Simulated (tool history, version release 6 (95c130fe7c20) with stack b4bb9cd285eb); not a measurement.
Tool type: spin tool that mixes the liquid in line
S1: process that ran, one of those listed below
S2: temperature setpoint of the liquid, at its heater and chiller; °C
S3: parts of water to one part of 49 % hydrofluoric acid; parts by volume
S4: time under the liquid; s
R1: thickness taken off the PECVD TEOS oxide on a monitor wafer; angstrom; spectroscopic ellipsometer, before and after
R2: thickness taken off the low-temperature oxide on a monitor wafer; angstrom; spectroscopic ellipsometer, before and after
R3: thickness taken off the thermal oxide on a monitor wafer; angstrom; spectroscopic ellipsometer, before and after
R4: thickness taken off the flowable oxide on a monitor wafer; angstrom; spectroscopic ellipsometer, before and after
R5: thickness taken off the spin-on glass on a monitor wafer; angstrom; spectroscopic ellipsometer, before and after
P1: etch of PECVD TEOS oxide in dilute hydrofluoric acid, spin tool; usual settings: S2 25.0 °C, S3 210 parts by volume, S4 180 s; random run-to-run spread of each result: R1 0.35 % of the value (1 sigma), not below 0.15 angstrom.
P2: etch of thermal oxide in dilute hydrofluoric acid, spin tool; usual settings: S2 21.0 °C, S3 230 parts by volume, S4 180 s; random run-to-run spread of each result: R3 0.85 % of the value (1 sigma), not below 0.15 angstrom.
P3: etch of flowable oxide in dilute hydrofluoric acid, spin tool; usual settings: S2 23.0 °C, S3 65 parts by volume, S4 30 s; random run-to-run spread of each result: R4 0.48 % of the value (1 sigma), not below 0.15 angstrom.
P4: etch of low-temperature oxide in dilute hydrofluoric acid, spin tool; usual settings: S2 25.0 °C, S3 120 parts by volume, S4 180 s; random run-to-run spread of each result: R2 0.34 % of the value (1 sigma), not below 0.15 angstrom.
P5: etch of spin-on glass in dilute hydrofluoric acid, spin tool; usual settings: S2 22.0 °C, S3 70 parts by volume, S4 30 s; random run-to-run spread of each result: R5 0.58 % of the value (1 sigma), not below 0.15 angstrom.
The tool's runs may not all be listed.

Run 1, hour 11.1: S1 P1, S2 25.0 °C, S3 210 parts by volume, S4 180 s. Result: R1 124.260 angstrom.
Run 2, hour 19.9: S1 P1, S2 25.0 °C, S3 210 parts by volume, S4 180 s. Result: R1 124.820 angstrom.
Run 3, hour 30.8: S1 P4, S2 25.0 °C, S3 120 parts by volume, S4 180 s. Result: R2 187.040 angstrom.
Run 4, hour 42.4: S1 P2, S2 21.0 °C, S3 230 parts by volume, S4 90 s. Result: R3 14.375 angstrom.
Run 5, hour 54.4: S1 P1, S2 25.0 °C, S3 210 parts by volume, S4 180 s. Result: R1 124.100 angstrom.
Run 6, hour 64.9: S1 P1, S2 20.5 °C, S3 210 parts by volume, S4 180 s. Result: R1 104.790 angstrom.
Run 7, hour 73.0: S1 P2, S2 17.0 °C, S3 230 parts by volume, S4 180 s. Result: R3 25.567 angstrom.
Run 8, hour 83.3: S1 P1, S2 25.0 °C, S3 210 parts by volume, S4 180 s. Result: R1 124.450 angstrom.
Run 9, hour 93.6: S1 P4, S2 32.5 °C, S3 120 parts by volume, S4 180 s. Result: R2 246.690 angstrom.
Run 10, hour 100.0: S1 P1, S2 30.5 °C, S3 210 parts by volume, S4 180 s. Result: R1 150.750 angstrom.
Run 11, hour 108.6: S1 P4, S2 25.0 °C, S3 210 parts by volume, S4 180 s. Result: R2 96.321 angstrom.
Run 12, hour 114.3: S1 P3, S2 23.0 °C, S3 65 parts by volume, S4 30 s. Result: R4 121.570 angstrom.
Run 13, hour 120.0: S1 P5, S2 22.0 °C, S3 70 parts by volume, S4 60 s. Result: R5 279.330 angstrom.
Run 14, hour 127.4: S1 P1, S2 19.0 °C, S3 360 parts by volume, S4 180 s. Result: R1 50.576 angstrom.
Run 15, hour 134.6: S1 P1, S2 25.0 °C, S3 380 parts by volume, S4 180 s. Result: R1 58.224 angstrom.
Run 16, hour 146.8: S1 P4, S2 25.0 °C, S3 120 parts by volume, S4 180 s. Result: R2 187.440 angstrom.
Run 17, hour 159.2: S1 P5, S2 22.0 °C, S3 125 parts by volume, S4 30 s. Result: R5 73.617 angstrom.
Run 18, hour 168.9: S1 P4, S2 25.0 °C, S3 120 parts by volume, S4 330 s. Result: R2 341.390 angstrom.
Run 19, hour 175.1: S1 P5, S2 22.0 °C, S3 70 parts by volume, S4 30 s. Result: R5 137.580 angstrom.
Run 20, hour 183.4: S1 P3, S2 23.0 °C, S3 20 parts by volume, S4 30 s. Result: R4 413.160 angstrom.
Run 21, hour 193.9: S1 P1, S2 25.0 °C, S3 210 parts by volume, S4 50 s. Result: R1 34.799 angstrom.
Run 22, hour 199.6: S1 P1, S2 25.0 °C, S3 95 parts by volume, S4 180 s. Result: R1 315.120 angstrom.
Run 23, hour 208.7: S1 P1, S2 25.0 °C, S3 210 parts by volume, S4 330 s. Result: R1 228.250 angstrom.
Run 24, hour 221.4: S1 P2, S2 21.0 °C, S3 230 parts by volume, S4 180 s. Result: R3 29.312 angstrom.
Run 25, hour 234.1: S1 P2, S2 21.0 °C, S3 340 parts by volume, S4 180 s. Result: R3 18.185 angstrom.
Run 26, hour 239.6: S1 P3, S2 23.0 °C, S3 65 parts by volume, S4 15 s. Result: R4 60.942 angstrom.
Run 27, hour 248.7: S1 P3, S2 17.0 °C, S3 65 parts by volume, S4 30 s. Result: R4 94.139 angstrom.
Run 28, hour 256.7: S1 P2, S2 21.0 °C, S3 230 parts by volume, S4 180 s. Result: R3 29.394 angstrom.
Run 29, hour 265.9: S1 P5, S2 29.0 °C, S3 70 parts by volume, S4 30 s. Result: R5 185.170 angstrom.
Run 30, hour 275.8: S1 P1, S2 25.0 °C, S3 210 parts by volume, S4 180 s. Result: R1 124.040 angstrom.
Run 31, hour 282.9: S1 P1, S2 25.0 °C, S3 210 parts by volume, S4 180 s. Result: R1 121.510 angstrom.
Run 32, hour 291.0: S1 P1, S2 25.0 °C, S3 210 parts by volume, S4 180 s. Result: R1 119.950 angstrom.
Run 33, hour 301.5: S1 P1, S2 25.0 °C, S3 210 parts by volume, S4 180 s. Result: R1 116.570 angstrom.
Run 34, hour 313.8: S1 P1, S2 25.0 °C, S3 210 parts by volume, S4 180 s. Result: R1 115.760 angstrom.
Run 35, hour 321.5: S1 P1, S2 25.0 °C, S3 210 parts by volume, S4 180 s. Result: R1 115.440 angstrom.
Run 36, hour 328.2: S1 P1, S2 25.0 °C, S3 210 parts by volume, S4 180 s. Result: R1 114.400 angstrom.
Run 37, hour 341.0: S1 P1, S2 25.0 °C, S3 210 parts by volume, S4 180 s. Result: R1 114.720 angstrom.
Run 38, hour 346.6: S1 P1, S2 25.0 °C, S3 210 parts by volume, S4 180 s. Result: R1 114.210 angstrom.
Run 39, hour 357.1: S1 P1, S2 25.0 °C, S3 210 parts by volume, S4 180 s. Result: R1 113.840 angstrom.
Run 40, hour 366.9: S1 P1, S2 25.0 °C, S3 210 parts by volume, S4 180 s. Result: R1 113.940 angstrom.

Compared with where it was, what P1 gives has crept away. Each cause listed below fits the log as well as the rest, at the size given for it:
A: hydrofluoric acid flow below the setpoint (%) = 6.87
B: liquid colder than its thermometer reads (K) = 2.39
At approximately hour 275.8, the process output began to creep.

Which of the check runs below tells the causes apart, meaning the causes would give it clearly different results? Each run uses 2 wafers whose results are averaged, and each result is shown as a question mark.
Run check 1, hour 376.7: S1 P3, S2 19.5 °C, S3 30 parts by volume, S4 30 s. Result: R4 ?.
Run check 2, hour 376.7: S1 P5, S2 28.0 °C, S3 120 parts by volume, S4 30 s. Result: R5 ?.
Run check 3, hour 376.7: S1 P4, S2 25.0 °C, S3 200 parts by volume, S4 305 s. Result: R2 ?.
Run check 4, hour 376.7: S1 P2, S2 17.0 °C, S3 305 parts by volume, S4 180 s. Result: R3 ?.

What every check run would give for each of its results, assuming each possible cause in turn:
  check  result     if A     if B
check 1      R4  218.490  211.910
check 2      R5   89.094   88.368
check 3      R2  158.660  158.460
check 4      R3   16.350   16.319
Separation of the two closest causes in each check, using whichever result separates them best: check 1 3.06 %; check 2 0.82 %; check 3 0.13 %; check 4 0.19 %
Of the check runs offered, only check 1 discriminates between the causes; the rest would read about the same regardless of which cause applies.

Check 1 was then run and gave: R4 211.130 angstrom. Which cause is it?

The cause is B: liquid colder than its thermometer reads (K).
